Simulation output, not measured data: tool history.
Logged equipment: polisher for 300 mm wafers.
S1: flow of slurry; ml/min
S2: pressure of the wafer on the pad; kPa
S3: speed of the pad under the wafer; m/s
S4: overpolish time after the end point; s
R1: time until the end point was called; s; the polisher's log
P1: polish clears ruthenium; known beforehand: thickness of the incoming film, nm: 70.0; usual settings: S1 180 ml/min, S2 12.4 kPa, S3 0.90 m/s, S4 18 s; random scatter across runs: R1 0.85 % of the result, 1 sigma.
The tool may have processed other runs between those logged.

{"run": 1, "hour": 13.4, "S1": 180, "S2": 12.4, "S3": 0.9, "S4": 18, "R1": 81.47}
{"run": 2, "hour": 27.2, "S1": 180, "S2": 12.4, "S3": 0.9, "S4": 18, "R1": 81.687}
{"run": 3, "hour": 33.8, "S1": 110, "S2": 12.4, "S3": 0.9, "S4": 18, "R1": 89.668}
{"run": 4, "hour": 44.1, "S1": 180, "S2": 12.4, "S3": 0.9, "S4": 18, "R1": 80.593}
{"run": 5, "hour": 50.3, "S1": 180, "S2": 6.9, "S3": 0.9, "S4": 18, "R1": 145.39}
{"run": 6, "hour": 61.8, "S1": 180, "S2": 19.3, "S3": 0.9, "S4": 18, "R1": 52.316}
{"run": 7, "hour": 73.3, "S1": 180, "S2": 12.4, "S3": 0.4, "S4": 18, "R1": 183.19}
{"run": 8, "hour": 83.0, "S1": 275, "S2": 12.4, "S3": 0.9, "S4": 18, "R1": 76.856}
{"run": 9, "hour": 96.5, "S1": 180, "S2": 12.4, "S3": 1.32, "S4": 18, "R1": 56.09}
{"run": 10, "hour": 104.6, "S1": 180, "S2": 6.9, "S3": 1.22, "S4": 18, "R1": 108.01}
{"run": 11, "hour": 118.2, "S1": 180, "S2": 12.4, "S3": 0.9, "S4": 34, "R1": 82.294}
{"run": 12, "hour": 128.8, "S1": 180, "S2": 12.4, "S3": 0.9, "S4": 18, "R1": 81.795}
{"run": 13, "hour": 140.3, "S1": 180, "S2": 12.4, "S3": 0.9, "S4": 18, "R1": 81.167}
{"run": 14, "hour": 153.7, "S1": 180, "S2": 12.4, "S3": 0.9, "S4": 5, "R1": 80.343}
{"run": 15, "hour": 161.1, "S1": 180, "S2": 12.4, "S3": 1.28, "S4": 8, "R1": 57.02}
{"run": 16, "hour": 174.5, "S1": 180, "S2": 12.4, "S3": 0.9, "S4": 18, "R1": 81.717}
{"run": 17, "hour": 180.9, "S1": 180, "S2": 12.4, "S3": 0.9, "S4": 18, "R1": 83.522}
{"run": 18, "hour": 193.1, "S1": 180, "S2": 12.4, "S3": 0.9, "S4": 18, "R1": 85.45}
{"run": 19, "hour": 206.4, "S1": 180, "S2": 12.4, "S3": 0.9, "S4": 18, "R1": 86.956}
{"run": 20, "hour": 213.1, "S1": 180, "S2": 12.4, "S3": 0.9, "S4": 18, "R1": 87.056}
{"run": 21, "hour": 224.0, "S1": 180, "S2": 12.4, "S3": 0.9, "S4": 18, "R1": 87.149}
{"hour": 225.9, "done": "head pressure recalibrated"}
{"run": 22, "hour": 234.5, "S1": 180, "S2": 12.4, "S3": 0.9, "S4": 18, "R1": 88.214}

The next listed run, before its measurement:
{"run": 23, "hour": 245.8, "S1": 180, "S2": 12.4, "S3": 0.9, "S4": 18, "R1": "?"}

Run 23 measured R1 86.941 s.

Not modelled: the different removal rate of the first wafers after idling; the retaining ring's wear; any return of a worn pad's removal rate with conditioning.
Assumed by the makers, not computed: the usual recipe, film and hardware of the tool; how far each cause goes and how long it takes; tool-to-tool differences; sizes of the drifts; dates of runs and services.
